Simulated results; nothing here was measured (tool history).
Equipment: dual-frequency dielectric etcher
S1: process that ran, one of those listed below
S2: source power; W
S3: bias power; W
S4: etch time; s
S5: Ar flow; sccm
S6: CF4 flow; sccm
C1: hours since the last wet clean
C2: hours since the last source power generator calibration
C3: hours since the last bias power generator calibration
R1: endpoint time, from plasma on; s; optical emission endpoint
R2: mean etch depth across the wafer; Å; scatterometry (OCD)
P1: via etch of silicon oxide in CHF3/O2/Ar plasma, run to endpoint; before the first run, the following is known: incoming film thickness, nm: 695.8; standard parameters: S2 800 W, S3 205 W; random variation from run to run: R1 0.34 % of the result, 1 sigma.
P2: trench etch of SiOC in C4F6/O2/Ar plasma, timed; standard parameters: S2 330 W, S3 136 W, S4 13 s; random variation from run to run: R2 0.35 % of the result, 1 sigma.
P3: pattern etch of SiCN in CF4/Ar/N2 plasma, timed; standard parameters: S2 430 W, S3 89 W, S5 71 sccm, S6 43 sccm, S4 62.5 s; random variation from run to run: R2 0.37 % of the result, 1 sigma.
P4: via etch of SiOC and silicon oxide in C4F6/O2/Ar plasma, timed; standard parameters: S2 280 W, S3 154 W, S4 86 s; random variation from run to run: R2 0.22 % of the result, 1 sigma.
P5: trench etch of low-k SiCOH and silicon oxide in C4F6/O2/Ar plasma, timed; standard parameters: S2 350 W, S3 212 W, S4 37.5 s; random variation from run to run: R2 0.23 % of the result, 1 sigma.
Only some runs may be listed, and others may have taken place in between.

Run 1, day 0.262: S1 P1, S2 800 W, S3 205 W; C1 322.6; C2 1265.7; C3 2449.8. Result: R1 298.61 s.
Run 2, day 0.708: S1 P1, S2 590 W, S3 247 W; C1 333.3; C2 1276.4; C3 2460.5. Result: R1 312.08 s.
Run 3, day 1.067: S1 P5, S2 350 W, S3 212 W, S4 37.5 s; C1 341.9; C2 1285; C3 2469.1. Result: R2 1197.6 Å.
Run 4, day 1.488: S1 P1, S2 800 W, S3 205 W; C1 352; C2 1295.1; C3 2479.2. Result: R1 297.74 s.
Run 5, day 1.754: S1 P1, S2 800 W, S3 205 W; C1 358.4; C2 1301.5; C3 2485.6. Result: R1 298.08 s.
At day 1.983: wet clean of the chamber.
Run 6, day 2.338: S1 P3, S2 430 W, S3 89 W, S4 62.5 s, S5 71 sccm, S6 43 sccm; C1 8.6; C2 1315.5; C3 2499.6. Result: R2 560.71 Å.
Run 7, day 2.6: S1 P2, S2 450 W, S3 136 W, S4 13 s; C1 14.9; C2 1321.8; C3 2505.9. Result: R2 259.81 Å.
Run 8, day 2.921: S1 P3, S2 430 W, S3 89 W, S4 62.5 s, S5 71 sccm, S6 31 sccm; C1 22.6; C2 1329.5; C3 2513.6. Result: R2 532.83 Å.
Run 9, day 3.238: S1 P2, S2 330 W, S3 136 W, S4 13 s; C1 30.2; C2 1337.1; C3 2521.2. Result: R2 231.33 Å.
Run 10, day 3.783: S1 P5, S2 350 W, S3 280 W, S4 37.5 s; C1 43.3; C2 1350.2; C3 2534.3. Result: R2 1315.4 Å.
Run 11, day 4.125: S1 P1, S2 800 W, S3 288 W; C1 51.5; C2 1358.4; C3 2542.5. Result: R1 264.82 s.
Run 12, day 4.45: S1 P3, S2 430 W, S3 59 W, S4 62.5 s, S5 71 sccm, S6 43 sccm; C1 59.3; C2 1366.2; C3 2550.3. Result: R2 482.56 Å.
Run 13, day 4.942: S1 P1, S2 960 W, S3 205 W; C1 71.1; C2 1378; C3 2562.1. Result: R1 277.59 s.
Run 14, day 5.312: S1 P1, S2 800 W, S3 205 W; C1 80; C2 1386.9; C3 2571. Result: R1 300.32 s.
Run 15, day 5.792: S1 P4, S2 280 W, S3 202 W, S4 86 s; C1 91.5; C2 1398.4; C3 2582.5. Result: R2 872.48 Å.
Run 16, day 6.154: S1 P2, S2 330 W, S3 136 W, S4 9.5 s; C1 100.2; C2 1407.1; C3 2591.2. Result: R2 169.32 Å.
Run 17, day 6.75: S1 P4, S2 280 W, S3 154 W, S4 86 s; C1 114.5; C2 1421.4; C3 2605.5. Result: R2 798.97 Å.
Run 18, day 7.254: S1 P5, S2 470 W, S3 212 W, S4 37.5 s; C1 126.6; C2 1433.5; C3 2617.6. Result: R2 1346.5 Å.
Run 19, day 7.612: S1 P1, S2 800 W, S3 205 W; C1 135.2; C2 1442.1; C3 2626.2. Result: R1 297.58 s.
Run 20, day 8.171: S1 P1, S2 600 W, S3 205 W; C1 148.6; C2 1455.5; C3 2639.6. Result: R1 332.67 s.
Run 21, day 8.567: S1 P3, S2 560 W, S3 89 W, S4 62.5 s, S5 71 sccm, S6 43 sccm; C1 158.1; C2 1465; C3 2649.1. Result: R2 705.88 Å.
Run 22, day 8.942: S1 P4, S2 370 W, S3 154 W, S4 86 s; C1 167.1; C2 1474; C3 2658.1. Result: R2 891.39 Å.
Run 23, day 9.429: S1 P1, S2 800 W, S3 205 W; C1 178.8; C2 1485.7; C3 2669.8. Result: R1 297.34 s.
Run 24, day 9.692: S1 P1, S2 800 W, S3 205 W; C1 185.1; C2 1492; C3 2676.1. Result: R1 296.94 s.
Run 25, day 10.254: S1 P4, S2 280 W, S3 154 W, S4 127 s; C1 198.6; C2 1505.5; C3 2689.6. Result: R2 1181.6 Å.
Run 26, day 10.654: S1 P4, S2 280 W, S3 154 W, S4 86 s; C1 208.2; C2 1515.1; C3 2699.2. Result: R2 796.63 Å.
Run 27, day 11.071: S1 P2, S2 330 W, S3 189 W, S4 13 s; C1 218.2; C2 1525.1; C3 2709.2. Result: R2 257.06 Å.
Run 28, day 11.662: S1 P3, S2 430 W, S3 89 W, S4 62.5 s, S5 97 sccm, S6 43 sccm; C1 232.4; C2 1539.3; C3 2723.4. Result: R2 537.68 Å.
Run 29, day 12.208: S1 P5, S2 350 W, S3 212 W, S4 37.5 s; C1 245.5; C2 1552.4; C3 2736.5. Result: R2 1197.6 Å.
Run 30, day 12.579: S1 P1, S2 990 W, S3 169 W; C1 254.4; C2 1561.3; C3 2745.4. Result: R1 290.28 s.
Run 31, day 13.017: S1 P1, S2 800 W, S3 161 W; C1 264.9; C2 1571.8; C3 2755.9. Result: R1 322.63 s.
Run 32, day 13.604: S1 P2, S2 330 W, S3 136 W, S4 13 s; C1 279; C2 1585.9; C3 2770. Result: R2 232.15 Å.
Run 33, day 14.204: S1 P3, S2 430 W, S3 89 W, S4 41 s, S5 71 sccm, S6 43 sccm; C1 293.4; C2 1600.3; C3 2784.4. Result: R2 368.13 Å.
Run 34, day 14.758: S1 P5, S2 350 W, S3 212 W, S4 55.5 s; C1 306.7; C2 1613.6; C3 2797.7. Result: R2 1775.7 Å.
Run 35, day 15.175: S1 P1, S2 800 W, S3 205 W; C1 316.7; C2 1623.6; C3 2807.7. Result: R1 296.82 s.
Run 36, day 15.5: S1 P1, S2 800 W, S3 205 W; C1 324.5; C2 1631.4; C3 2815.5. Result: R1 299.69 s.
Run 37, day 15.983: S1 P1, S2 800 W, S3 205 W; C1 336.1; C2 1643; C3 2827.1. Result: R1 301.01 s.
Run 38, day 16.3: S1 P1, S2 800 W, S3 205 W; C1 343.7; C2 1650.6; C3 2834.7. Result: R1 301.67 s.
Run 39, day 16.679: S1 P1, S2 800 W, S3 205 W; C1 352.8; C2 1659.7; C3 2843.8. Result: R1 301.33 s.
At day 17.012: wet clean of the chamber.
Run 40, day 17.133: S1 P1, S2 800 W, S3 205 W; C1 3; C2 1670.6; C3 2854.7. Result: R1 302.97 s.
Run 41, day 17.471: S1 P1, S2 800 W, S3 205 W; C1 11.1; C2 1678.7; C3 2862.8. Result: R1 303.41 s.
Run 42, day 17.954: S1 P1, S2 800 W, S3 205 W; C1 22.7; C2 1690.3; C3 2874.4. Result: R1 302.08 s.
Run 43, day 18.317: S1 P1, S2 800 W, S3 205 W; C1 31.4; C2 1699; C3 2883.1. Result: R1 304.57 s.

P1 no longer gives what it gave before; its output has crept away from where it was. The following 2 causes, each at its listed size, fit the log equally well:
A: bias power that arrives under what is set, % = 4.95
B: source power that arrives under what is set, % = 4.38
Onset of the creep was near day 15.175.
All other causes, with the reason each is excluded:
chamber walls in a state that lowers the etch rate, %: maintenance at day 17.012, after the shift began, did not return the process to its former output

Consider the 4 check runs below, whose results appear as question marks and each of which averages 2 wafers. Which one distinguishes the causes, in that each cause would give it a clearly different result?
Run check 1, day 18.679: S1 P3, S2 430 W, S3 61 W, S4 62.5 s, S5 95 sccm, S6 43 sccm. Result: R2 ?.
Run check 2, day 18.679: S1 P2, S2 440 W, S3 165 W, S4 13 s. Result: R2 ?.
Run check 3, day 18.679: S1 P4, S2 370 W, S3 178 W, S4 86 s. Result: R2 ?.
Run check 4, day 18.679: S1 P5, S2 440 W, S3 252 W, S4 37.5 s. Result: R2 ?.

If the cause were each of the candidates in turn, the checks would give the following:
  check  result    if A    if B
check 1      R2  457.18  447.74
check 2      R2  270.45  269.91
check 3      R2  918.99  918.06
check 4      R2  1362.7  1362.5
Minimum pairwise separation of causes per check, each pair taken at its best-separating result: check 1 2.09 %; check 2 0.2 %; check 3 0.1 %; check 4 0.02 %
Check 1 tells the causes apart: in the others they would give nearly the same result.

With check 1 done, the readings were: R2 446.89 Å. Identify which of the listed causes applies.

The correct cause is B, namely: source power that arrives under what is set, %.

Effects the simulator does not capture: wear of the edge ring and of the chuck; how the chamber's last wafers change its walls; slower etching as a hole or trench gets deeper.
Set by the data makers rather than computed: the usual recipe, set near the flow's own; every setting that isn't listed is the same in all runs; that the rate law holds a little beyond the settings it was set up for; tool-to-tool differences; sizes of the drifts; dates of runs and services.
